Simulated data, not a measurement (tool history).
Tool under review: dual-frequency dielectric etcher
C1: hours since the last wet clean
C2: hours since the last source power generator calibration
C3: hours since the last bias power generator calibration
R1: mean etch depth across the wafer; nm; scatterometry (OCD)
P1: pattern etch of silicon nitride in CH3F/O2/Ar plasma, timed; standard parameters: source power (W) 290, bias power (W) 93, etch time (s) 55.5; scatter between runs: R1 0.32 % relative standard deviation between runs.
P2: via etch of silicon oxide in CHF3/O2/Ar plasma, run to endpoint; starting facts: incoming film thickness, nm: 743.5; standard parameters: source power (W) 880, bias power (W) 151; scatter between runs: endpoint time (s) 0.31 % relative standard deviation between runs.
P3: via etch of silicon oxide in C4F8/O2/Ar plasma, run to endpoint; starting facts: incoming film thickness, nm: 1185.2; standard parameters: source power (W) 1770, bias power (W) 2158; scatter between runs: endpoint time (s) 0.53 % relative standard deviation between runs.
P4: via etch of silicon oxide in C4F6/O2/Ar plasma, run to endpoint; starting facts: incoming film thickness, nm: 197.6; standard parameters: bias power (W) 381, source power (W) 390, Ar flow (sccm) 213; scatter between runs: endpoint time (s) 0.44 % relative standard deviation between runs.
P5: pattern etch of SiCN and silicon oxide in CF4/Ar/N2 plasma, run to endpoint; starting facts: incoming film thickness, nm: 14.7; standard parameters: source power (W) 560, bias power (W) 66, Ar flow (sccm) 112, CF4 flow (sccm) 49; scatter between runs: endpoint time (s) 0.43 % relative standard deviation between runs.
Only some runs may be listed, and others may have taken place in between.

Run 1, hour 9.3: process that ran P1, source power (W) 290, bias power (W) 93, etch time (s) 55.5; C1 294.4; C2 994.8; C3 1311.8. Result: R1 38.010 nm.
Run 2, hour 17.5: process that ran P3, source power (W) 2200, bias power (W) 2158; C1 302.6; C2 1003.0; C3 1320.0. Result: endpoint time (s) 216.380.
Run 3, hour 32.4: process that ran P1, source power (W) 290, bias power (W) 93, etch time (s) 55.5; C1 317.5; C2 1017.9; C3 1334.9. Result: R1 37.840 nm.
Run 4, hour 42.3: process that ran P5, source power (W) 560, bias power (W) 89, Ar flow (sccm) 112, CF4 flow (sccm) 49; C1 327.4; C2 1027.8; C3 1344.8. Result: endpoint time (s) 14.239.
Run 5, hour 58.9: process that ran P1, source power (W) 290, bias power (W) 93, etch time (s) 55.5; C1 344.0; C2 1044.4; C3 1361.4. Result: R1 37.741 nm.
Run 6, hour 70.5: process that ran P2, source power (W) 880, bias power (W) 204; C1 355.6; C2 1056.0; C3 1373.0. Result: endpoint time (s) 317.700.
Run 7, hour 88.1: process that ran P1, source power (W) 380, bias power (W) 93, etch time (s) 55.5; C1 373.2; C2 1073.6; C3 1390.6. Result: R1 41.846 nm.
Run 8, hour 105.6: process that ran P1, source power (W) 290, bias power (W) 115, etch time (s) 55.5; C1 390.7; C2 1091.1; C3 1408.1. Result: R1 41.195 nm.
Run 9, hour 117.3: process that ran P1, source power (W) 230, bias power (W) 93, etch time (s) 37.0; C1 402.4; C2 1102.8; C3 1419.8. Result: R1 23.387 nm.
Run 10, hour 128.3: process that ran P5, source power (W) 560, bias power (W) 66, Ar flow (sccm) 112, CF4 flow (sccm) 63; C1 413.4; C2 1113.8; C3 1430.8. Result: endpoint time (s) 15.111.
At hour 136.4: source power generator calibrated.
Run 11, hour 139.6: process that ran P1, source power (W) 210, bias power (W) 115, etch time (s) 55.5; C1 424.7; C2 3.2; C3 1442.1. Result: R1 36.350 nm.
Run 12, hour 155.4: process that ran P5, source power (W) 560, bias power (W) 66, Ar flow (sccm) 75, CF4 flow (sccm) 49; C1 440.5; C2 19.0; C3 1457.9. Result: endpoint time (s) 14.737.
Run 13, hour 163.3: process that ran P5, source power (W) 560, bias power (W) 66, Ar flow (sccm) 112, CF4 flow (sccm) 49; C1 448.4; C2 26.9; C3 1465.8. Result: endpoint time (s) 16.014.
Run 14, hour 178.7: process that ran P1, source power (W) 290, bias power (W) 57, etch time (s) 55.5; C1 463.8; C2 42.3; C3 1481.2. Result: R1 31.959 nm.
Run 15, hour 192.4: process that ran P1, source power (W) 290, bias power (W) 93, etch time (s) 36.0; C1 477.5; C2 56.0; C3 1494.9. Result: R1 24.565 nm.
Run 16, hour 206.8: process that ran P4, source power (W) 300, bias power (W) 381, Ar flow (sccm) 213; C1 491.9; C2 70.4; C3 1509.3. Result: endpoint time (s) 51.554.
Run 17, hour 221.0: process that ran P2, source power (W) 710, bias power (W) 151; C1 506.1; C2 84.6; C3 1523.5. Result: endpoint time (s) 383.520.
Run 18, hour 232.8: process that ran P4, source power (W) 390, bias power (W) 381, Ar flow (sccm) 213; C1 517.9; C2 96.4; C3 1535.3. Result: endpoint time (s) 47.094.
Run 19, hour 240.5: process that ran P1, source power (W) 290, bias power (W) 93, etch time (s) 83.0; C1 525.6; C2 104.1; C3 1543.0. Result: R1 56.709 nm.
Run 20, hour 252.4: process that ran P5, source power (W) 370, bias power (W) 66, Ar flow (sccm) 112, CF4 flow (sccm) 49; C1 537.5; C2 116.0; C3 1554.9. Result: endpoint time (s) 22.895.
At hour 262.3: bias power generator calibrated.
Run 21, hour 262.9: process that ran P1, source power (W) 290, bias power (W) 93, etch time (s) 55.5; C1 548.0; C2 126.5; C3 0.6. Result: R1 37.996 nm.
Run 22, hour 276.0: process that ran P3, source power (W) 1770, bias power (W) 1383; C1 561.1; C2 139.6; C3 13.7. Result: endpoint time (s) 269.010.
Run 23, hour 288.7: process that ran P4, source power (W) 390, bias power (W) 381, Ar flow (sccm) 213; C1 573.8; C2 152.3; C3 26.4. Result: endpoint time (s) 46.742.
Run 24, hour 300.2: process that ran P3, source power (W) 1770, bias power (W) 2158; C1 585.3; C2 163.8; C3 37.9. Result: endpoint time (s) 236.900.
Run 25, hour 315.6: process that ran P3, source power (W) 1770, bias power (W) 2158; C1 600.7; C2 179.2; C3 53.3. Result: endpoint time (s) 235.490.
Run 26, hour 331.2: process that ran P4, source power (W) 390, bias power (W) 381, Ar flow (sccm) 281; C1 616.3; C2 194.8; C3 68.9. Result: endpoint time (s) 48.537.
Run 27, hour 338.9: process that ran P2, source power (W) 880, bias power (W) 151; C1 624.0; C2 202.5; C3 76.6. Result: endpoint time (s) 350.170.
Run 28, hour 354.6: process that ran P1, source power (W) 200, bias power (W) 93, etch time (s) 55.5; C1 639.7; C2 218.2; C3 92.3. Result: R1 33.059 nm.
Run 29, hour 364.9: process that ran P2, source power (W) 880, bias power (W) 151; C1 650.0; C2 228.5; C3 102.6. Result: endpoint time (s) 350.240.

What will run 30 give?
Run 30, hour 379.3: process that ran P4, source power (W) 390, bias power (W) 483, Ar flow (sccm) 213; C1 664.4; C2 242.9; C3 117.0. Result: endpoint time (s) ?.

{"run 30": {"endpoint time (s)": 42.983}}

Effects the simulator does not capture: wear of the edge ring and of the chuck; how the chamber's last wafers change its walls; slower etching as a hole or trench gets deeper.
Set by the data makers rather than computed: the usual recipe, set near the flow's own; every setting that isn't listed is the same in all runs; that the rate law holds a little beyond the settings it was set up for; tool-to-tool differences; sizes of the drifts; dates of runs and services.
